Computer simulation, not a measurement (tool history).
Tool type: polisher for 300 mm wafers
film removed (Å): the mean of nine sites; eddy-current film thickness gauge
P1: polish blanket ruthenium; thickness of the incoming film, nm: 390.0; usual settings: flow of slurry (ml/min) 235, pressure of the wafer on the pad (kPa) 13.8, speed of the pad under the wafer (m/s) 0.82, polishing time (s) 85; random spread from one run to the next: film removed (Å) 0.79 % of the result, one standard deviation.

run	hour	flow of slurry (ml/min)	pressure of the wafer on the pad (kPa)	speed of the pad under the wafer (m/s)	polishing time (s)	film removed (Å)
1	4.7	235	13.8	0.82	85	726.66
2	9.7	235	20.0	0.82	85	1056.40
3	15.3	235	13.8	0.82	42	360.40
4	20.7	235	18.6	0.40	85	481.86
5	24.1	235	13.8	0.82	85	737.47
6	28.2	235	13.8	0.82	85	721.46
7	31.4	140	13.8	1.16	85	940.16
8	34.8	235	13.8	0.58	85	520.32
9	38.7	235	8.3	0.82	85	435.54
10	42.7	235	13.8	0.82	85	743.37
11	45.8	235	7.6	0.82	115	552.64
12	51.6	235	13.8	0.82	126	1084.70
13	55.4	140	13.8	0.82	85	679.30
14	58.8	345	13.8	0.82	85	753.05
15	63.4	235	13.8	0.82	85	729.37
16	67.3	235	13.8	0.82	85	722.07
17	72.1	235	13.8	1.24	85	1115.50
18	76.8	235	13.8	0.82	85	722.84
19	80.8	235	13.8	0.82	85	700.78

Estimate the outcome of run 20 from the log above:
20	84.8	235	13.8	0.82	85	?

film removed (Å): 689.18
